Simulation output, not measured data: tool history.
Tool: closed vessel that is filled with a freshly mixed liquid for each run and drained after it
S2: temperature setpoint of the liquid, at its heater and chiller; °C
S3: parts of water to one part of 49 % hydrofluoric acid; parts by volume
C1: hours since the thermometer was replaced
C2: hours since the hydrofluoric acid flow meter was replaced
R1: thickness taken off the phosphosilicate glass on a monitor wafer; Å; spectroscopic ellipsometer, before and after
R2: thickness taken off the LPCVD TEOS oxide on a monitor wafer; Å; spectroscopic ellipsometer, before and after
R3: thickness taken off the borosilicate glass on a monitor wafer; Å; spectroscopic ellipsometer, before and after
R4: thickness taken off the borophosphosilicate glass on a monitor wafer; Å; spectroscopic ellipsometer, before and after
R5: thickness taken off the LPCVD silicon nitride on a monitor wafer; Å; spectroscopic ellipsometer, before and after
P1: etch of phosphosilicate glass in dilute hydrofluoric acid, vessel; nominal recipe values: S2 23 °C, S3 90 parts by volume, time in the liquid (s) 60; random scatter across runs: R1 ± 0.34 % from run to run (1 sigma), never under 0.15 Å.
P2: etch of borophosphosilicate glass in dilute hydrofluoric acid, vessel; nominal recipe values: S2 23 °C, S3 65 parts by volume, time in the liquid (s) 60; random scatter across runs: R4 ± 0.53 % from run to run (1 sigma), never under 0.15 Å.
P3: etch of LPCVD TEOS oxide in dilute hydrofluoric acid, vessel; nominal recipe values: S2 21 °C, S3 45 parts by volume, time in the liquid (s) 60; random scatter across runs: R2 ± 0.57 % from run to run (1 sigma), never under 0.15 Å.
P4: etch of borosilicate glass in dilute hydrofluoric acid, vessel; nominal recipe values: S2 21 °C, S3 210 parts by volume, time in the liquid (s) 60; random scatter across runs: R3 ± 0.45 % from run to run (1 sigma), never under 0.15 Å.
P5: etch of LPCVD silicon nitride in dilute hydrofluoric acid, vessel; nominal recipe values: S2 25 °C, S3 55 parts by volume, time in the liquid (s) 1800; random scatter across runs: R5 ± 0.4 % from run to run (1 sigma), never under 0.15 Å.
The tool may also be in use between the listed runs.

run 1 day=0.158 | process_that_ran=P1 S2=23 S3=90 time_in_the_liquid_(s)=60 | C1=393.3 C2=386 | R1=572.23
run 2 day=0.367 | process_that_ran=P3 S2=21 S3=45 time_in_the_liquid_(s)=105 | C1=398.3 C2=391 | R2=699.29
run 3 day=0.479 | process_that_ran=P4 S2=21 S3=210 time_in_the_liquid_(s)=30 | C1=401 C2=393.7 | R3=34.92
run 4 day=0.7 | process_that_ran=P1 S2=23 S3=40 time_in_the_liquid_(s)=100 | C1=406.3 C2=399 | R1=2297.1
run 5 day=0.946 | process_that_ran=P3 S2=24.5 S3=45 time_in_the_liquid_(s)=60 | C1=412.2 C2=404.9 | R2=461.13
run 6 day=1.067 | process_that_ran=P1 S2=23 S3=90 time_in_the_liquid_(s)=60 | C1=415.1 C2=407.8 | R1=574.71
run 7 day=1.233 | process_that_ran=P2 S2=23 S3=65 time_in_the_liquid_(s)=60 | C1=419.1 C2=411.8 | R4=552.4
run 8 day=1.467 | process_that_ran=P1 S2=23 S3=25 time_in_the_liquid_(s)=60 | C1=424.7 C2=417.4 | R1=2241.8
run 9 day=1.629 | process_that_ran=P1 S2=23 S3=90 time_in_the_liquid_(s)=60 | C1=428.6 C2=421.3 | R1=571.67
run 10 day=1.875 | process_that_ran=P2 S2=23 S3=35 time_in_the_liquid_(s)=60 | C1=434.5 C2=427.2 | R4=1062.2
run 11 day=1.992 | process_that_ran=P3 S2=21 S3=45 time_in_the_liquid_(s)=60 | C1=437.3 C2=430 | R2=399.91
run 12 day=2.117 | process_that_ran=P2 S2=30.5 S3=65 time_in_the_liquid_(s)=60 | C1=440.3 C2=433 | R4=734.96
run 13 day=2.296 | process_that_ran=P1 S2=23 S3=90 time_in_the_liquid_(s)=60 | C1=444.6 C2=437.3 | R1=578.39
run 14 day=2.412 | process_that_ran=P1 S2=23 S3=90 time_in_the_liquid_(s)=30 | C1=447.4 C2=440.1 | R1=285.64
run 15 day=2.546 | process_that_ran=P5 S2=25 S3=55 time_in_the_liquid_(s)=3590 | C1=450.6 C2=443.3 | R5=333.68
run 16 day=2.704 | process_that_ran=P5 S2=21 S3=55 time_in_the_liquid_(s)=1800 | C1=454.4 C2=447.1 | R5=127.88
run 17 day=2.854 | process_that_ran=P1 S2=19 S3=90 time_in_the_liquid_(s)=60 | C1=458 C2=450.7 | R1=484.22
run 18 day=3 | process_that_ran=P5 S2=25 S3=85 time_in_the_liquid_(s)=1800 | C1=461.5 C2=454.2 | R5=108.28
run 19 day=3.212 | process_that_ran=P4 S2=27 S3=210 time_in_the_liquid_(s)=60 | C1=466.6 C2=459.3 | R3=88.007
run 20 day=3.383 | process_that_ran=P5 S2=25 S3=55 time_in_the_liquid_(s)=1800 | C1=470.7 C2=463.4 | R5=168.43
run 21 day=3.529 | process_that_ran=P3 S2=21 S3=25 time_in_the_liquid_(s)=60 | C1=474.2 C2=466.9 | R2=739.26

Forecast run 22:
run 22 day=3.708 | process_that_ran=P1 S2=23 S3=90 time_in_the_liquid_(s)=60 | C1=478.5 C2=471.2 | R1=?

For run 22 the tool returned R1 575.14 Å.
